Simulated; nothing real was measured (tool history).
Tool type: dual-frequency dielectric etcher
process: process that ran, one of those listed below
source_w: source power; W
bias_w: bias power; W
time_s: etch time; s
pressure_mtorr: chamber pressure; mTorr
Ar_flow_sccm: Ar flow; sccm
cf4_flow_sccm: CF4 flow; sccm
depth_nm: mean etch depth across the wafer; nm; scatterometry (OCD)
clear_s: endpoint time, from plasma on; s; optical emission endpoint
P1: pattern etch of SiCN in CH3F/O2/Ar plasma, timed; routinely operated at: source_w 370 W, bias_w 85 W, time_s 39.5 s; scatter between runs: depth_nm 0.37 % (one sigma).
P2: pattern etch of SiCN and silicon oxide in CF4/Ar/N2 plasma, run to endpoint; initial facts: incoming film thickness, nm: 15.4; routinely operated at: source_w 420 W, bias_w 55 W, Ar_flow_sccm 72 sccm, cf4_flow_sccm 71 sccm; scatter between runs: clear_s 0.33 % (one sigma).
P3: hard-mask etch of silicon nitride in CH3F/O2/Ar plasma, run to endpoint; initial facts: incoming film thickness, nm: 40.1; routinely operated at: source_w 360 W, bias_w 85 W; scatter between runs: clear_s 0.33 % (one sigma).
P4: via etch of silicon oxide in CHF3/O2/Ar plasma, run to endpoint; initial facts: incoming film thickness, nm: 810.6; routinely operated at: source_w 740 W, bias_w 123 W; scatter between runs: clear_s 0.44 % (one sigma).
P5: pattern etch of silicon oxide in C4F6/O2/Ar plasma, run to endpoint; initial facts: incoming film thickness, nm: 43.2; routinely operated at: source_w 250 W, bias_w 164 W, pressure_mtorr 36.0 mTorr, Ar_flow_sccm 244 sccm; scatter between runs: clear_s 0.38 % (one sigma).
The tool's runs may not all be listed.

run   hour  process  source_w  bias_w  time_s  pressure_mtorr  Ar_flow_sccm  cf4_flow_sccm  depth_nm  clear_s
  1    7.5       P1       370      85    39.5                                                15.3200
  2   17.3       P1       370      85    39.5                                                15.3040
  3   25.5       P4       460     123                                                                 507.480
  4   36.2       P5       250     164                    46.5           244                            17.066
  5   44.1       P1       370      55    21.5                                                 7.1759
  6   53.0       P1       300      85    28.0                                                10.0480
  7   61.6       P5       250     215                    36.0           244                            15.052
  8   70.9       P2       420      55                                    72             71             20.194
  9   79.8       P1       370      59    39.5                                                13.4800
 10   84.9       P1       370      85    39.5                                                15.2880
 11   90.0       P3       500      85                                                                  49.285
 12   96.9       P2       420      69                                    72             71             18.753
 13  105.1       P2       420      55                                    72             57             20.651
 14  113.9       P1       370     117    39.5                                                17.2810
 15  121.4       P4       740     123                                                                 422.020
 16  129.3       P3       360     109                                                                  51.124
 17  137.8       P1       370      85    39.5                                                15.3310
 18  144.2       P5       250     164                    36.0           322                            16.826
 19  153.3       P1       370      85    59.0                                                22.8770
 20  161.7       P1       370     107    21.5                                                 9.0276
 21  170.0       P2       500      55                                    72             71             17.203
 22  177.6       P5       250     164                    36.0           244                            16.245
 23  187.3       P2       420      55                                    72             71             20.057
 24  197.0       P2       420      55                                    56             71             19.358
 25  207.9       P5       330     164                    36.0           244                            14.816
 26  217.7       P1       370      85    26.0                                                10.0330
 27  228.3       P1       370      85    39.5                                                15.3170
 28  234.6       P1       370      85    39.5                                                15.3400
     237.0  -- wet clean of the chamber
 29  246.0       P3       360      85                                                                  55.667
 30  252.2       P1       500      85    39.5                                                17.0660
 31  257.5       P4       740      79                                                                 478.930
 32  266.6       P1       300      85    39.5                                                14.1730
 33  273.2       P1       370      85    39.5                                                15.2510
 34  280.3       P1       370      85    39.5                                                15.1760
 35  289.0       P1       370      85    39.5                                                15.1530
 36  299.0       P1       370      85    39.5                                                15.1180
     300.6  -- wet clean of the chamber
 37  304.4       P1       370      85    39.5                                                15.1290
 38  310.6       P1       370      85    39.5                                                15.0270
 39  320.7       P1       370      85    39.5                                                15.0120
 40  326.8       P1       370      85    39.5                                                14.9670

The output of P1 has drifted from where it used to be. Each of the 2 causes below, taken at the size shown beside it, accounts for the log equally well:
A: source power that arrives under what is set, % = 4.81
B: bias power that arrives under what is set, % = 4.88
The onset of the drift is placed at about hour 273.2.
Why every other cause is out:
chamber walls in a state that lowers the etch rate, %: serviced at hour 300.6, after the change had begun; the process did not return to its earlier output

Of the 4 check runs listed below, each run on one wafer and each result written as a question mark, which would let you distinguish the listed causes because they would give clearly different results?
check 1  332.9       P2       420      67                                    72             58                  ?
check 2  332.9       P4       590     123                                                                       ?
check 3  332.9       P3       490     101                                                                       ?
check 4  332.9       P5       280     209                    36.0           244                                 ?

If the cause were each of the candidates in turn, the checks would give the following:
  check   result     if A     if B
check 1  clear_s   20.324   19.775
check 2  clear_s  471.670  469.830
check 3  clear_s   47.592   47.576
check 4  clear_s   14.772   14.739
Gap, in per cent, between the two causes that each check separates least, read from the result that separates them most: check 1 2.74 %; check 2 0.39 %; check 3 0.03 %; check 4 0.22 %
The other checks would show nearly matching results whichever cause is true, so check 1 is the only one that separates the causes.

Check 1 was then run and gave: clear_s 19.816 s. Which cause is it?

It was cause B: bias power that arrives under what is set, %.
